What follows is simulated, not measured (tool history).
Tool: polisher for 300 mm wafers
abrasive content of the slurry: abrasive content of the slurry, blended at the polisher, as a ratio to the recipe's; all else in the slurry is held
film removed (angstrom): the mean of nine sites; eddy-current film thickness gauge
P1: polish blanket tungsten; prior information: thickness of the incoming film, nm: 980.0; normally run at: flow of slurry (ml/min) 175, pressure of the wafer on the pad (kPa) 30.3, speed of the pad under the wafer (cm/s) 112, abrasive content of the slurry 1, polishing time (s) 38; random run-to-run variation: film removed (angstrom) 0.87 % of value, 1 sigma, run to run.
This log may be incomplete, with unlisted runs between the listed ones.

run   hour  flow of slurry (ml/min)  pressure of the wafer on the pad (kPa)  speed of the pad under the wafer (cm/s)  abrasive content of the slurry  polishing time (s)  wafers polished on this pad  hours since the slurry nozzle was cleaned  hours since the head pressure was calibrated  hours since the slurry blender was calibrated  hours since the slurry got fresh peroxide  film removed (angstrom)
  1    5.1                      175                                    30.3                                      112                               1                  38                          425                                      223.9                                         397.4                                            387                                       28.6                   2456.7
  2   11.7                      255                                    30.3                                      112                               1                  38                          502                                      230.5                                           404                                          393.6                                       35.2                   2559.6
  3     17                      175                                    30.3                                      112                             0.6                  38                          563                                      235.8                                         409.3                                          398.9                                       40.5                   2155.7
  4   21.4                      105                                    30.3                                      112                               1                  21                          614                                      240.2                                         413.7                                          403.3                                       44.9                   1215.3
      24.8  -- head pressure recalibrated
  5   26.9                      175                                    30.3                                      112                            1.45                  38                          678                                      245.7                                           2.1                                          408.8                                       50.4                   2639.2
  6   33.5                      175                                    30.3                                       72                               1                  38                          755                                      252.3                                           8.7                                          415.4                                         57                   1530.3
      35.2  -- slurry nozzle cleaned
  7   41.9                      175                                    13.8                                      112                               1                  38                          852                                        6.7                                          17.1                                          423.8                                       65.4                   1125.8
  8   48.2                      105                                    30.3                                      112                               1                  38                          925                                         13                                          23.4                                          430.1                                       71.7                   2195.5
  9   54.5                      175                                    30.3                                      112                               1                  38                          999                                       19.3                                          29.7                                          436.4                                         78                   2445.9
 10   61.9                      175                                    30.3                                      112                               1                  38                         1084                                       26.7                                          37.1                                          443.8                                       85.4                   2451.6
 11   66.1                      175                                    30.3                                      112                               1                  38                         1133                                       30.9                                          41.3                                            448                                       89.6                   2390.4
 12   72.1                      225                                    46.2                                      112                               1                  38                         1203                                       36.9                                          47.3                                            454                                       95.6                   3784.6
 13   78.7                      175                                    30.3                                      112                               1                  22                         1280                                       43.5                                          53.9                                          460.6                                      102.2                   1399.6
 14     87                      175                                      40                                      112                               1                  38                         1376                                       51.8                                          62.2                                          468.9                                      110.5                   3148.2
 15   91.8                      175                                    30.3                                      170                               1                  38                         1432                                       56.6                                            67                                          473.7                                      115.3                   3674.6
 16   97.5                      175                                    30.3                                      112                               1                  57                         1498                                       62.3                                          72.7                                          479.4                                        121                   3619.3
 17  106.2                      175                                    30.3                                      112                               1                  38                         1599                                         71                                          81.4                                          488.1                                      129.7                   2410.7
 18  110.2                      175                                    20.7                                       84                               1                  38                         1645                                         75                                          85.4                                          492.1                                      133.7                   1259.1
 19  118.7                      175                                    30.3                                      112                               1                  38                         1744                                       83.5                                          93.9                                          500.6                                      142.2                   2413.2
 20  127.5                      175                                    30.3                                      112                               1                  38                         1846                                       92.3                                         102.7                                          509.4                                        151                   2378.3
 21  135.6                      175                                    30.3                                      112                               1                  38                         1940                                      100.4                                         110.8                                          517.5                                      159.1                     2349
 22  141.4                      175                                    30.3                                      112                               1                  38                         2007                                      106.2                                         116.6                                          523.3                                      164.9                   2331.9

Run 23 has not been measured yet. What should we expect?
 23  148.6                      175                                    30.3                                      112                               1                  38                         2091                                      113.4                                         123.8                                          530.5                                      172.1                        ?

Run 23 gave film removed (angstrom) 2288.7.
